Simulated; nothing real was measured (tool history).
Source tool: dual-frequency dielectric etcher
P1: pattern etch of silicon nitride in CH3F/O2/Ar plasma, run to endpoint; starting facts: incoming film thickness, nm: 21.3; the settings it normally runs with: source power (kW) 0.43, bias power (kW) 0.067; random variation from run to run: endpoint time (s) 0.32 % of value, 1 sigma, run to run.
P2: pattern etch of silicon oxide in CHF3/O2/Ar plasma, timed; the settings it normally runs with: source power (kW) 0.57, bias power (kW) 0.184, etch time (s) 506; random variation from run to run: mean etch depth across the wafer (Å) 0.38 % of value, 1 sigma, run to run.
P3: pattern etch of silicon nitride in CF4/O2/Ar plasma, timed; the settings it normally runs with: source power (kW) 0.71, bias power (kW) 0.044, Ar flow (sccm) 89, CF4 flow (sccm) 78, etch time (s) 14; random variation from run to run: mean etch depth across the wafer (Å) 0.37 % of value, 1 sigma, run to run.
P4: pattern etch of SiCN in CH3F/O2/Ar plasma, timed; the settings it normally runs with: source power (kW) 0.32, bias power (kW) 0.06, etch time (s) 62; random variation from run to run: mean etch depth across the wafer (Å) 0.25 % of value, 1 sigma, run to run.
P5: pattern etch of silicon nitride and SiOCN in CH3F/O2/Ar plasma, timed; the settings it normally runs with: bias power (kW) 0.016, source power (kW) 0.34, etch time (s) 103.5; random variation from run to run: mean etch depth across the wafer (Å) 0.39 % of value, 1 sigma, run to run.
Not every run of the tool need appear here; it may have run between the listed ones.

run,hour,process that ran,source power (kW),bias power (kW),Ar flow (sccm),CF4 flow (sccm),etch time (s),hours since the last wet clean,hours since the last source power generator calibration,hours since the last bias power generator calibration,endpoint time (s),mean etch depth across the wafer (Å)
1,6,P1,0.43,0.067,,,,55.7,1347.4,2039.1,30.384,
2,10.3,P1,0.43,0.088,,,,60,1351.7,2043.4,27.635,
3,14.1,P3,0.71,0.044,122,78,14,63.8,1355.5,2047.2,,321.58
4,21.3,P2,0.57,0.129,,,506,71,1362.7,2054.4,,8693.6
5,26.6,P3,0.71,0.044,89,78,11,76.3,1368,2059.7,,264.11
6,33.9,P1,0.43,0.055,,,,83.6,1375.3,2067,32.401,
7,40,P5,0.34,0.016,,,103.5,89.7,1381.4,2073.1,,113.93
8,47.6,P4,0.32,0.06,,,78.5,97.3,1389,2080.7,,259.56
9,51.9,P5,0.34,0.016,,,146.5,101.6,1393.3,2085,,159.97
10,58.3,P1,0.43,0.067,,,,108,1399.7,2091.4,30.376,
11,63.3,P4,0.32,0.083,,,62,113,1404.7,2096.4,,229.53
12,69.8,P3,0.71,0.044,89,78,14,119.5,1411.2,2102.9,,335.97
13,74.8,P1,0.56,0.067,,,,124.5,1416.2,2107.9,27.433,
14,80.1,P2,0.57,0.184,,,506,129.8,1421.5,2113.2,,9738.1
15,85.9,P3,0.71,0.044,89,107,14,135.6,1427.3,2119,,353.12
16,93.6,P3,0.71,0.031,89,78,14,143.3,1435,2126.7,,299.62
# hour 95.7: source power generator calibrated
17,101.8,P1,0.28,0.067,,,,151.5,6.1,2134.9,35.897,
18,105.5,P1,0.43,0.067,,,,155.2,9.8,2138.6,30.299,
19,110.9,P1,0.43,0.067,,,,160.6,15.2,2144,30.394,
20,114.8,P1,0.28,0.084,,,,164.5,19.1,2147.9,33.033,
21,122.6,P4,0.32,0.06,,,62,172.3,26.9,2155.7,,205.21
22,128.4,P4,0.44,0.06,,,62,178.1,32.7,2161.5,,230.73
23,133.9,P3,0.41,0.044,89,78,14,183.6,38.2,2167,,208.96
24,137.9,P3,0.71,0.044,89,78,14,187.6,42.2,2171,,338.97
25,145.5,P5,0.21,0.016,,,103.5,195.2,49.8,2178.6,,95.403
26,153.7,P5,0.34,0.012,,,103.5,203.4,58,2186.8,,100.52
27,159.4,P1,0.43,0.067,,,,209.1,63.7,2192.5,30.431,
28,163.2,P2,0.57,0.184,,,278.5,212.9,67.5,2196.3,,5379.4
29,169,P2,0.74,0.184,,,506,218.7,73.3,2202.1,,10851
30,177.1,P1,0.43,0.067,,,,226.8,81.4,2210.2,30.262,
31,184.8,P1,0.43,0.067,,,,234.5,89.1,2217.9,30.189,
32,190.1,P1,0.43,0.067,,,,239.8,94.4,2223.2,29.99,
33,197.7,P1,0.43,0.067,,,,247.4,102,2230.8,29.859,
34,202.4,P1,0.43,0.067,,,,252.1,106.7,2235.5,30.063,
35,206.6,P1,0.43,0.067,,,,256.3,110.9,2239.7,30.011,
36,211.2,P1,0.43,0.067,,,,260.9,115.5,2244.3,29.753,
# hour 213: wet clean of the chamber
37,216.6,P1,0.43,0.067,,,,3.6,120.9,2249.7,30.127,
38,221.4,P1,0.43,0.067,,,,8.4,125.7,2254.5,29.981,
39,227.9,P1,0.43,0.067,,,,14.9,132.2,2261,29.885,
40,232.8,P1,0.43,0.067,,,,19.8,137.1,2265.9,29.866,

The log shows P1 creeping away from where it was. Any of the 2 causes listed here, at the size stated for it, fits the log just as well as the others:
A: source power that arrives over what is set, % = 4.31
B: bias power that arrives over what is set, % = 4.9
The process output started creeping at around hour 177.1.
Other possible causes, and why each is ruled out:
chamber walls in a state that raises the etch rate, %: its service at hour 213 followed the start of the drift and did not put the process back to its old value

4 check runs are offered, each on 2 wafers whose results are averaged, their results left as question marks. Which one tells the causes apart?
check 1,237.7,P2,0.69,0.184,,,278.5,,,,,?
check 2,237.7,P5,0.34,0.016,,,125,,,,,?
check 3,237.7,P3,0.56,0.044,89,106,14,,,,,?
check 4,237.7,P4,0.32,0.078,,,62,,,,,?

Predicted outcomes, by check and by cause:
check,result,if A,if B
check 1,mean etch depth across the wafer (Å),5893.9,5893.3
check 2,mean etch depth across the wafer (Å),139.04,139.75
check 3,mean etch depth across the wafer (Å),296.21,290.31
check 4,mean etch depth across the wafer (Å),228.11,228.53
Per-check spread between the two closest causes, in the result where they differ most: check 1 0.01 %; check 2 0.51 %; check 3 2.01 %; check 4 0.18 %
The causes can be told apart only by check 3. The other checks would give nearly the same results under each of them.

After running check 3, the following was obtained: mean etch depth across the wafer (Å) 289.03. Which cause does this point to?

Of the candidate causes, it is B: bias power that arrives over what is set, %.
